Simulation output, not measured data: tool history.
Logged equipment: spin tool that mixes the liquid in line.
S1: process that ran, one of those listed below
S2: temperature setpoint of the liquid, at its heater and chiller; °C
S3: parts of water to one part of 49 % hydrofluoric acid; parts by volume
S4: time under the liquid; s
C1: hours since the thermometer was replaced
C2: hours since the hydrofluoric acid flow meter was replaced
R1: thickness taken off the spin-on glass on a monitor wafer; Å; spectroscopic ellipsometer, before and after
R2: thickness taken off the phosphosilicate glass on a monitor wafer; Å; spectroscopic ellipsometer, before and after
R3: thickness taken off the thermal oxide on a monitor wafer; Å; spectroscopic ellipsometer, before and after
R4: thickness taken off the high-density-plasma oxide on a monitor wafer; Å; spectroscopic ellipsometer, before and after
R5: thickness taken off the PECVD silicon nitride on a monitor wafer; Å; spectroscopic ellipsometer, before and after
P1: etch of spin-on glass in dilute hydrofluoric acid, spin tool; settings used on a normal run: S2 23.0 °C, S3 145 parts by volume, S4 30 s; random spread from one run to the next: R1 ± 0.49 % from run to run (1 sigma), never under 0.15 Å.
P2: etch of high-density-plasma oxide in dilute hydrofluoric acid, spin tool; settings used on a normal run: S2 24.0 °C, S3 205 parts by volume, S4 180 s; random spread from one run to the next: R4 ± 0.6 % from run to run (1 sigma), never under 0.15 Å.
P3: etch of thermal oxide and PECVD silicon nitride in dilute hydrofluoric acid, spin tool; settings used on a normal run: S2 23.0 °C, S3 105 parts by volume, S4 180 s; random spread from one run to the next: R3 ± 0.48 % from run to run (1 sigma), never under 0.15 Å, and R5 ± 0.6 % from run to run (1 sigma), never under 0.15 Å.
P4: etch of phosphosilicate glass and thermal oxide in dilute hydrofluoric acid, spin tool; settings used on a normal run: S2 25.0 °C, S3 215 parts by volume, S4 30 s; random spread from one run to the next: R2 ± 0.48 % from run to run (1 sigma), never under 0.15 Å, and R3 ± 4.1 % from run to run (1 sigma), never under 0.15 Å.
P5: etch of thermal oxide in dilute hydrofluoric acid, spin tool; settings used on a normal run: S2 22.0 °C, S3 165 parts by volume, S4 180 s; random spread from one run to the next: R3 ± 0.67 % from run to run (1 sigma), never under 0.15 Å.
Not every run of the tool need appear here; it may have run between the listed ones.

Run 1, hour 14.9: S1 P1, S2 23.0 °C, S3 145 parts by volume, S4 30 s; C1 675.1; C2 1127.0. Result: R1 79.990 Å.
Run 2, hour 26.3: S1 P1, S2 31.0 °C, S3 145 parts by volume, S4 30 s; C1 686.5; C2 1138.4. Result: R1 107.820 Å.
Run 3, hour 40.1: S1 P1, S2 17.0 °C, S3 145 parts by volume, S4 30 s; C1 700.3; C2 1152.2. Result: R1 63.568 Å.
Run 4, hour 52.1: S1 P4, S2 25.0 °C, S3 215 parts by volume, S4 30 s; C1 712.3; C2 1164.2. Result: R2 115.880 Å, R3 5.5410 Å.
Run 5, hour 60.1: S1 P2, S2 24.0 °C, S3 205 parts by volume, S4 20 s; C1 720.3; C2 1172.2. Result: R4 5.5569 Å.
Run 6, hour 70.8: S1 P1, S2 23.0 °C, S3 235 parts by volume, S4 15 s; C1 731.0; C2 1182.9. Result: R1 22.342 Å.
Run 7, hour 86.4: S1 P1, S2 23.0 °C, S3 145 parts by volume, S4 30 s; C1 746.6; C2 1198.5. Result: R1 79.710 Å.
Run 8, hour 101.5: S1 P1, S2 23.0 °C, S3 145 parts by volume, S4 30 s; C1 761.7; C2 1213.6. Result: R1 79.792 Å.
Run 9, hour 114.2: S1 P1, S2 23.0 °C, S3 145 parts by volume, S4 30 s; C1 774.4; C2 1226.3. Result: R1 80.709 Å.
Run 10, hour 131.0: S1 P5, S2 22.0 °C, S3 165 parts by volume, S4 350 s; C1 791.2; C2 1243.1. Result: R3 82.6910 Å.
Run 11, hour 139.2: S1 P5, S2 22.0 °C, S3 245 parts by volume, S4 180 s; C1 799.4; C2 1251.3. Result: R3 26.4400 Å.
Run 12, hour 152.5: S1 P2, S2 31.0 °C, S3 205 parts by volume, S4 180 s; C1 812.7; C2 1264.6. Result: R4 66.7550 Å.
Run 13, hour 160.7: S1 P1, S2 23.0 °C, S3 145 parts by volume, S4 50 s; C1 820.9; C2 1272.8. Result: R1 134.380 Å.
Run 14, hour 174.2: S1 P3, S2 23.0 °C, S3 105 parts by volume, S4 180 s; C1 834.4; C2 1286.3. Result: R3 78.5650 Å, R5 57.390 Å.
Run 15, hour 181.9: S1 P5, S2 27.5 °C, S3 165 parts by volume, S4 180 s; C1 842.1; C2 1294.0. Result: R3 52.6390 Å.
Run 16, hour 190.1: S1 P2, S2 24.0 °C, S3 205 parts by volume, S4 180 s; C1 850.3; C2 1302.2. Result: R4 51.6210 Å.
Run 17, hour 200.4: S1 P3, S2 27.5 °C, S3 105 parts by volume, S4 180 s; C1 860.6; C2 1312.5. Result: R3 93.6040 Å, R5 77.296 Å.
Run 18, hour 209.5: S1 P3, S2 23.0 °C, S3 150 parts by volume, S4 180 s; C1 869.7; C2 1321.6. Result: R3 52.1990 Å, R5 40.532 Å.
Run 19, hour 222.6: S1 P4, S2 30.5 °C, S3 215 parts by volume, S4 30 s; C1 882.8; C2 1334.7. Result: R2 142.030 Å, R3 7.3634 Å.
Run 20, hour 234.8: S1 P1, S2 23.0 °C, S3 85 parts by volume, S4 30 s; C1 895.0; C2 1346.9. Result: R1 146.610 Å.
Run 21, hour 245.8: S1 P3, S2 23.0 °C, S3 105 parts by volume, S4 290 s; C1 906.0; C2 1357.9. Result: R3 125.5800 Å, R5 93.014 Å.
Run 22, hour 255.3: S1 P4, S2 25.0 °C, S3 315 parts by volume, S4 30 s; C1 915.5; C2 1367.4. Result: R2 71.856 Å, R3 3.4344 Å.
Run 23, hour 266.0: S1 P1, S2 23.0 °C, S3 145 parts by volume, S4 30 s; C1 926.2; C2 1378.1. Result: R1 80.545 Å.
Run 24, hour 274.7: S1 P1, S2 23.0 °C, S3 145 parts by volume, S4 30 s; C1 934.9; C2 1386.8. Result: R1 79.718 Å.
Run 25, hour 289.1: S1 P4, S2 25.0 °C, S3 215 parts by volume, S4 15 s; C1 949.3; C2 1401.2. Result: R2 58.521 Å, R3 2.9184 Å.
Run 26, hour 297.8: S1 P4, S2 25.0 °C, S3 215 parts by volume, S4 30 s; C1 958.0; C2 1409.9. Result: R2 116.630 Å, R3 5.3956 Å.
Run 27, hour 309.2: S1 P1, S2 23.0 °C, S3 230 parts by volume, S4 30 s; C1 969.4; C2 1421.3. Result: R1 45.870 Å.
Run 28, hour 326.3: S1 P1, S2 23.0 °C, S3 145 parts by volume, S4 15 s; C1 986.5; C2 1438.4. Result: R1 39.926 Å.
Run 29, hour 341.2: S1 P2, S2 24.0 °C, S3 205 parts by volume, S4 180 s; C1 1001.4; C2 1453.3. Result: R4 51.5160 Å.
Run 30, hour 352.6: S1 P1, S2 23.0 °C, S3 145 parts by volume, S4 30 s; C1 1012.8; C2 1464.7. Result: R1 79.854 Å.
Run 31, hour 362.4: S1 P2, S2 24.0 °C, S3 55 parts by volume, S4 180 s; C1 1022.6; C2 1474.5. Result: R4 230.1400 Å.
Run 32, hour 376.5: S1 P5, S2 22.0 °C, S3 165 parts by volume, S4 180 s; C1 1036.7; C2 1488.6. Result: R3 42.9140 Å.
Run 33, hour 392.4: S1 P1, S2 18.0 °C, S3 230 parts by volume, S4 30 s; C1 1052.6; C2 1504.5. Result: R1 38.243 Å.
Run 34, hour 406.6: S1 P1, S2 23.0 °C, S3 145 parts by volume, S4 30 s; C1 1066.8; C2 1518.7. Result: R1 80.088 Å.
Run 35, hour 415.7: S1 P1, S2 23.0 °C, S3 145 parts by volume, S4 30 s; C1 1075.9; C2 1527.8. Result: R1 81.236 Å.
Run 36, hour 426.5: S1 P1, S2 23.0 °C, S3 145 parts by volume, S4 30 s; C1 1086.7; C2 1538.6. Result: R1 81.811 Å.
Run 37, hour 435.8: S1 P1, S2 23.0 °C, S3 145 parts by volume, S4 30 s; C1 1096.0; C2 1547.9. Result: R1 83.032 Å.
Run 38, hour 448.0: S1 P1, S2 23.0 °C, S3 145 parts by volume, S4 30 s; C1 1108.2; C2 1560.1. Result: R1 83.593 Å.
Run 39, hour 459.8: S1 P1, S2 23.0 °C, S3 145 parts by volume, S4 30 s; C1 1120.0; C2 1571.9. Result: R1 84.151 Å.
Run 40, hour 472.1: S1 P1, S2 23.0 °C, S3 145 parts by volume, S4 30 s; C1 1132.3; C2 1584.2. Result: R1 83.527 Å.
Run 41, hour 486.0: S1 P1, S2 23.0 °C, S3 145 parts by volume, S4 30 s; C1 1146.2; C2 1598.1. Result: R1 84.443 Å.
Run 42, hour 503.1: S1 P1, S2 23.0 °C, S3 145 parts by volume, S4 30 s; C1 1163.3; C2 1615.2. Result: R1 84.692 Å.
Run 43, hour 514.0: S1 P1, S2 23.0 °C, S3 145 parts by volume, S4 30 s; C1 1174.2; C2 1626.1. Result: R1 84.421 Å.
Run 44, hour 521.9: S1 P1, S2 23.0 °C, S3 145 parts by volume, S4 30 s; C1 1182.1; C2 1634.0. Result: R1 85.121 Å.
Run 45, hour 533.4: S1 P1, S2 23.0 °C, S3 145 parts by volume, S4 30 s; C1 1193.6; C2 1645.5. Result: R1 85.670 Å.

What P1 gives has crept away from where it was. These 2 causes fit the log equally well, each at the size given:
A: liquid hotter than its thermometer reads (K) = 1.47
B: hydrofluoric acid flow above the setpoint (%) = 4.99
The creep began at about hour 406.6.

The check runs listed below each take one wafer, and their results are still question marks. Under which run would the listed causes lead to clearly different results?
Run check 1, hour 544.9: S1 P5, S2 22.0 °C, S3 165 parts by volume, S4 180 s. Result: R3 ?.
Run check 2, hour 544.9: S1 P4, S2 25.0 °C, S3 215 parts by volume, S4 30 s. Result: R2 ?, R3 ?.
Run check 3, hour 544.9: S1 P2, S2 24.0 °C, S3 205 parts by volume, S4 180 s. Result: R4 ?.
Run check 4, hour 544.9: S1 P3, S2 23.0 °C, S3 105 parts by volume, S4 180 s. Result: R3 ?, R5 ?.

Outcome of each check run for each possible cause:
  check  result     if A     if B
check 1      R3  45.0830  45.1180
check 2      R2  123.320  124.200
check 2      R3   5.8879   5.9297
check 3      R4  54.7890  55.0880
check 4      R3  83.3230  83.0310
check 4      R5   63.530   60.495
How far apart the two closest causes lie, in the result that separates them most: check 1 0.08 %; check 2 0.71 %; check 3 0.54 %; check 4 4.9 %
Check 4 tells the causes apart: in the others they would give nearly the same result.

After running check 4, the following was obtained: R3 82.4440 Å; R5 60.426 Å. Which cause does this point to?

The correct cause is B, namely: hydrofluoric acid flow above the setpoint (%).
